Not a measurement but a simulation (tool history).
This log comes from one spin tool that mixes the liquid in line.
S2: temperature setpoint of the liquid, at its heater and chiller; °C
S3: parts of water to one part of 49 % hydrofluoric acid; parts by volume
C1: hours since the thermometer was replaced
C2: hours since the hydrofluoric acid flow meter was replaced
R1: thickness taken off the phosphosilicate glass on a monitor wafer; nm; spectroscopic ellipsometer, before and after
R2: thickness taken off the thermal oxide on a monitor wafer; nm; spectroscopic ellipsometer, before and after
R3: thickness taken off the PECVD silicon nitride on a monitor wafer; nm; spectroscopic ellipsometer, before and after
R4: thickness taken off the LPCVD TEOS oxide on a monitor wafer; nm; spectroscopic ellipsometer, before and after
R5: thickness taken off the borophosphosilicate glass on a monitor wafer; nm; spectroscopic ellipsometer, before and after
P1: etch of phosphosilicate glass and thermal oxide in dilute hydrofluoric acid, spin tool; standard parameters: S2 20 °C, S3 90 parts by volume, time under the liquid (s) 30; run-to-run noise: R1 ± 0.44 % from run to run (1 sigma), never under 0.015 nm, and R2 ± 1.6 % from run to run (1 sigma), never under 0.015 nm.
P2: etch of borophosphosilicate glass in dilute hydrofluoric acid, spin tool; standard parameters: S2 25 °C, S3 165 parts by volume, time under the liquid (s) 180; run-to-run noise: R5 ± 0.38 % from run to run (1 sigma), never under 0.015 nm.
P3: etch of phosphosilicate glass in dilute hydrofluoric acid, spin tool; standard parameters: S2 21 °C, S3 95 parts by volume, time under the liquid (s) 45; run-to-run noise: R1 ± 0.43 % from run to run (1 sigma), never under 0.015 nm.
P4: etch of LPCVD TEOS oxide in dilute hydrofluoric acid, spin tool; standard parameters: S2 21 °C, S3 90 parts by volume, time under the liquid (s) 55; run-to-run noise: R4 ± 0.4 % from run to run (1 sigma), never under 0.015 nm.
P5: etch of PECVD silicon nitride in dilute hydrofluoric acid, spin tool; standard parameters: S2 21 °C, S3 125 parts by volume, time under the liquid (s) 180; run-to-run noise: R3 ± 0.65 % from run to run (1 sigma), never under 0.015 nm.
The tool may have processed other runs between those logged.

run 1 hour=7.6 | process_that_ran=P1 S2=20 S3=90 time_under_the_liquid_(s)=30 | C1=544.1 C2=794.3 | R1=45.489 R2=1.3566
run 2 hour=14 | process_that_ran=P1 S2=20 S3=155 time_under_the_liquid_(s)=60 | C1=550.5 C2=800.7 | R1=49.635 R2=1.4119
run 3 hour=17.4 | process_that_ran=P5 S2=21 S3=125 time_under_the_liquid_(s)=180 | C1=553.9 C2=804.1 | R3=3.4118
run 4 hour=24.9 | process_that_ran=P4 S2=21 S3=90 time_under_the_liquid_(s)=105 | C1=561.4 C2=811.6 | R4=34.564
run 5 hour=29.7 | process_that_ran=P1 S2=20 S3=40 time_under_the_liquid_(s)=30 | C1=566.2 C2=816.4 | R1=108.87 R2=3.1388
run 6 hour=36.4 | process_that_ran=P1 S2=26.5 S3=90 time_under_the_liquid_(s)=30 | C1=572.9 C2=823.1 | R1=59.184 R2=1.7348
run 7 hour=42.7 | process_that_ran=P2 S2=25 S3=165 time_under_the_liquid_(s)=265 | C1=579.2 C2=829.4 | R5=39.549
run 8 hour=48.6 | process_that_ran=P2 S2=25 S3=165 time_under_the_liquid_(s)=180 | C1=585.1 C2=835.3 | R5=27.143
run 9 hour=54.9 | process_that_ran=P1 S2=20 S3=125 time_under_the_liquid_(s)=30 | C1=591.4 C2=841.6 | R1=31.482 R2=0.94348
run 10 hour=60.6 | process_that_ran=P1 S2=20 S3=90 time_under_the_liquid_(s)=45 | C1=597.1 C2=847.3 | R1=68.253 R2=2.0388
run 11 hour=64.1 | process_that_ran=P1 S2=20 S3=90 time_under_the_liquid_(s)=15 | C1=600.6 C2=850.8 | R1=22.946 R2=0.67667
run 12 hour=69 | process_that_ran=P3 S2=21 S3=95 time_under_the_liquid_(s)=45 | C1=605.5 C2=855.7 | R1=52.026
run 13 hour=76.2 | process_that_ran=P2 S2=17 S3=165 time_under_the_liquid_(s)=180 | C1=612.7 C2=862.9 | R5=19.59
run 14 hour=80.8 | process_that_ran=P5 S2=17 S3=125 time_under_the_liquid_(s)=180 | C1=617.3 C2=867.5 | R3=2.6132
run 15 hour=86.6 | process_that_ran=P1 S2=20 S3=90 time_under_the_liquid_(s)=30 | C1=623.1 C2=873.3 | R1=45.739 R2=1.3475
run 16 hour=92.5 | process_that_ran=P4 S2=21 S3=90 time_under_the_liquid_(s)=55 | C1=629 C2=879.2 | R4=18.161
run 17 hour=96.6 | process_that_ran=P3 S2=17 S3=95 time_under_the_liquid_(s)=45 | C1=633.1 C2=883.3 | R1=44.148
run 18 hour=101.4 | process_that_ran=P2 S2=25 S3=40 time_under_the_liquid_(s)=180 | C1=637.9 C2=888.1 | R5=128.27
run 19 hour=107.2 | process_that_ran=P3 S2=21 S3=25 time_under_the_liquid_(s)=45 | C1=643.7 C2=893.9 | R1=212.53
run 20 hour=113.5 | process_that_ran=P4 S2=21 S3=90 time_under_the_liquid_(s)=55 | C1=650 C2=900.2 | R4=18.191
run 21 hour=118 | process_that_ran=P5 S2=21 S3=125 time_under_the_liquid_(s)=180 | C1=654.5 C2=904.7 | R3=3.4832
run 22 hour=123.5 | process_that_ran=P1 S2=20 S3=90 time_under_the_liquid_(s)=30 | C1=660 C2=910.2 | R1=45.719 R2=1.3368
run 23 hour=127.1 | process_that_ran=P5 S2=21 S3=125 time_under_the_liquid_(s)=35 | C1=663.6 C2=913.8 | R3=0.66164
run 24 hour=131.4 | process_that_ran=P3 S2=21 S3=95 time_under_the_liquid_(s)=15 | C1=667.9 C2=918.1 | R1=17.058
run 25 hour=134.9 | process_that_ran=P5 S2=21 S3=55 time_under_the_liquid_(s)=180 | C1=671.4 C2=921.6 | R3=7.7369
run 26 hour=141.2 | process_that_ran=P1 S2=20 S3=90 time_under_the_liquid_(s)=30 | C1=677.7 C2=927.9 | R1=45.818 R2=1.2956
run 27 hour=144.8 | process_that_ran=P1 S2=20 S3=90 time_under_the_liquid_(s)=30 | C1=681.3 C2=931.5 | R1=45.502 R2=1.327
run 28 hour=149.5 | process_that_ran=P1 S2=17 S3=90 time_under_the_liquid_(s)=30 | C1=686 C2=936.2 | R1=40.178 R2=1.2138
run 29 hour=153.2 | process_that_ran=P4 S2=17 S3=90 time_under_the_liquid_(s)=55 | C1=689.7 C2=939.9 | R4=15.407
run 30 hour=160.7 | process_that_ran=P4 S2=21 S3=50 time_under_the_liquid_(s)=55 | C1=697.2 C2=947.4 | R4=34.436
run 31 hour=166.4 | process_that_ran=P1 S2=20 S3=90 time_under_the_liquid_(s)=30 | C1=702.9 C2=953.1 | R1=45.174 R2=1.3691
run 32 hour=170.2 | process_that_ran=P1 S2=20 S3=90 time_under_the_liquid_(s)=30 | C1=706.7 C2=956.9 | R1=43.995 R2=1.2703
run 33 hour=175.5 | process_that_ran=P1 S2=20 S3=90 time_under_the_liquid_(s)=30 | C1=712 C2=962.2 | R1=43.131 R2=1.2449
run 34 hour=179.7 | process_that_ran=P1 S2=20 S3=90 time_under_the_liquid_(s)=30 | C1=716.2 C2=966.4 | R1=42.982 R2=1.2669
run 35 hour=185.2 | process_that_ran=P1 S2=20 S3=90 time_under_the_liquid_(s)=30 | C1=721.7 C2=971.9 | R1=42.384 R2=1.2307
run 36 hour=192.6 | process_that_ran=P1 S2=20 S3=90 time_under_the_liquid_(s)=30 | C1=729.1 C2=979.3 | R1=41.936 R2=1.2338
run 37 hour=197.1 | process_that_ran=P1 S2=20 S3=90 time_under_the_liquid_(s)=30 | C1=733.6 C2=983.8 | R1=41.93 R2=1.2396
run 38 hour=202.8 | process_that_ran=P1 S2=20 S3=90 time_under_the_liquid_(s)=30 | C1=739.3 C2=989.5 | R1=41.913 R2=1.2585

P1 has crept away from where it was. The log is fitted equally well by each of these 2 causes, at the sizes shown:
A: liquid colder than its thermometer reads (K) = 2.04
B: hydrofluoric acid flow below the setpoint (%) = 7.39
The creep began at about hour 166.4.

Consider the 4 single-wafer check runs listed below, results given as question marks: which one distinguishes between the causes by giving clearly different results for each?
run check 1 hour=208.5 | process_that_ran=P2 S2=25 S3=45 time_under_the_liquid_(s)=180 | R5=?
run check 2 hour=208.5 | process_that_ran=P3 S2=17 S3=95 time_under_the_liquid_(s)=45 | R1=?
run check 3 hour=208.5 | process_that_ran=P4 S2=17 S3=90 time_under_the_liquid_(s)=80 | R4=?
run check 4 hour=208.5 | process_that_ran=P5 S2=17 S3=125 time_under_the_liquid_(s)=180 | R3=?

Outcome of each check run for each possible cause:
check=check_1 result=R5 if_A=105.23 if_B=105.51
check=check_2 result=R1 if_A=40.097 if_B=40.195
check=check_3 result=R4 if_A=20.538 if_B=20.601
check=check_4 result=R3 if_A=2.2918 if_B=2.4535
How far apart the two closest causes lie, in the result that separates them most: check 1 0.27 %; check 2 0.24 %; check 3 0.3 %; check 4 6.82 %
Only check 4 tells the causes apart: in the others they would give nearly the same result.

Running check 4 produced the following: R3 2.4784 nm. Which one of the listed causes fits?

It was cause B: hydrofluoric acid flow below the setpoint (%).
